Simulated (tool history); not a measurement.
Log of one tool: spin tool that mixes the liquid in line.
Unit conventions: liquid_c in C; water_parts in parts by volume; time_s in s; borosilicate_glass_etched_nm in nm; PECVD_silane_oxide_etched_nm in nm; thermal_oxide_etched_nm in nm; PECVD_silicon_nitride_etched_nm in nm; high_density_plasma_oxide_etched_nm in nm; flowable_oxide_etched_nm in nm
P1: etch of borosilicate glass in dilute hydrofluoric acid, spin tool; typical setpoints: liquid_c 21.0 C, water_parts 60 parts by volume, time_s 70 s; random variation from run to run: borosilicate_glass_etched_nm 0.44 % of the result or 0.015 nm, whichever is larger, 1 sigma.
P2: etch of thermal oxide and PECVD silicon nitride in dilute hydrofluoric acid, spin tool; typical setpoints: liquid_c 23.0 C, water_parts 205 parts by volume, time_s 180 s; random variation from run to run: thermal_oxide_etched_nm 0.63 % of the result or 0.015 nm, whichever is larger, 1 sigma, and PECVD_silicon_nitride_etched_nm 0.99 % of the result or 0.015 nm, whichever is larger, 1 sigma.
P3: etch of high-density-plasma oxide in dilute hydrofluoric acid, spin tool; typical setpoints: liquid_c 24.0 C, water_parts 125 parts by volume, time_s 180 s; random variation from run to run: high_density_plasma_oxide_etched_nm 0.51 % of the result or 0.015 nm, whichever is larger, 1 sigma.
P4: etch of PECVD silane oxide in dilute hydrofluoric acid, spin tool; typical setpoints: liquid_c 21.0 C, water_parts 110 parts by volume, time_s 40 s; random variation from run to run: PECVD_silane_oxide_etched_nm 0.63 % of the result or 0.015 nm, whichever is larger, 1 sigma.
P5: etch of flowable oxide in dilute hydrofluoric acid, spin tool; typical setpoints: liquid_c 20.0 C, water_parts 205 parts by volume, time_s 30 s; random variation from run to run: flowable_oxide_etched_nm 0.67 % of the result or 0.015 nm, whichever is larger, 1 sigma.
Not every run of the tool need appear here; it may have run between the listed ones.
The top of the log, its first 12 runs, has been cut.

run   hour  process  liquid_c  water_parts  time_s  hours since the thermometer was replaced  hours since the hydrofluoric acid flow meter was replaced  borosilicate_glass_etched_nm  PECVD_silane_oxide_etched_nm  thermal_oxide_etched_nm  PECVD_silicon_nitride_etched_nm  high_density_plasma_oxide_etched_nm  flowable_oxide_etched_nm
 13   85.3       P1      27.5           60      70                                     234.9                                                      411.9                        48.831
 14   93.6       P1      21.0           25      70                                     243.2                                                      420.2                        93.944
 15   98.0       P4      25.5          110      40                                     247.6                                                      424.6                                                      5.7815
 16  103.4       P3      24.0          125     180                                     253.0                                                      430.0                                                                                                                                                     6.9889
 17  111.2       P1      27.5           25      70                                     260.8                                                      437.8                       122.730
 18  119.7       P2      23.0          305     180                                     269.3                                                      446.3                                                                               2.1929                           1.7744
 19  128.4       P2      29.5          205     180                                     278.0                                                      455.0                                                                               4.5160                           3.8740
 20  133.7       P1      21.0           85      70                                     283.3                                                      460.3                        25.541
 21  138.3       P1      17.0           60      35                                     287.9                                                      464.9                        15.804
 22  144.2       P1      17.0           80      70                                     293.8                                                      470.8                        23.309
 23  148.4       P2      23.0          205      85                                     298.0                                                      475.0                                                                               1.7038                           1.2299
     151.4  -- hydrofluoric acid flow meter replaced
 24  153.2       P5      25.5          205      30                                     302.8                                                        1.8                                                                                                                                                                               4.7693
 25  159.1       P5      20.0          205      30                                     308.7                                                        7.7                                                                                                                                                                               3.8659
 26  167.7       P3      31.5          125     180                                     317.3                                                       16.3                                                                                                                                                     9.1917
 27  174.4       P5      20.0          205      65                                     324.0                                                       23.0                                                                                                                                                                               8.3136
 28  182.0       P3      24.0          125     315                                     331.6                                                       30.6                                                                                                                                                    12.2550
 29  188.1       P4      21.0          110      80                                     337.7                                                       36.7                                                      9.5956
 30  195.1       P1      21.0           60      70                                     344.7                                                       43.7                        37.691
 31  200.4       P1      17.0           60      70                                     350.0                                                       49.0                        31.497
 32  205.5       P1      21.0           60      70                                     355.1                                                       54.1                        37.520
 33  209.7       P1      21.0           60      70                                     359.3                                                       58.3                        38.106
 34  217.6       P1      21.0           60      70                                     367.2                                                       66.2                        39.194
 35  224.8       P1      21.0           60      70                                     374.4                                                       73.4                        39.520
 36  232.4       P1      21.0           60      70                                     382.0                                                       81.0                        39.936
 37  238.9       P1      21.0           60      70                                     388.5                                                       87.5                        40.317

Run 38, settings as shown, results not yet in. Your forecast:
 38  244.8       P1      21.0           60      70                                     394.4                                                       93.4                             ?

Run 38 came out at borosilicate_glass_etched_nm 40.322 nm.
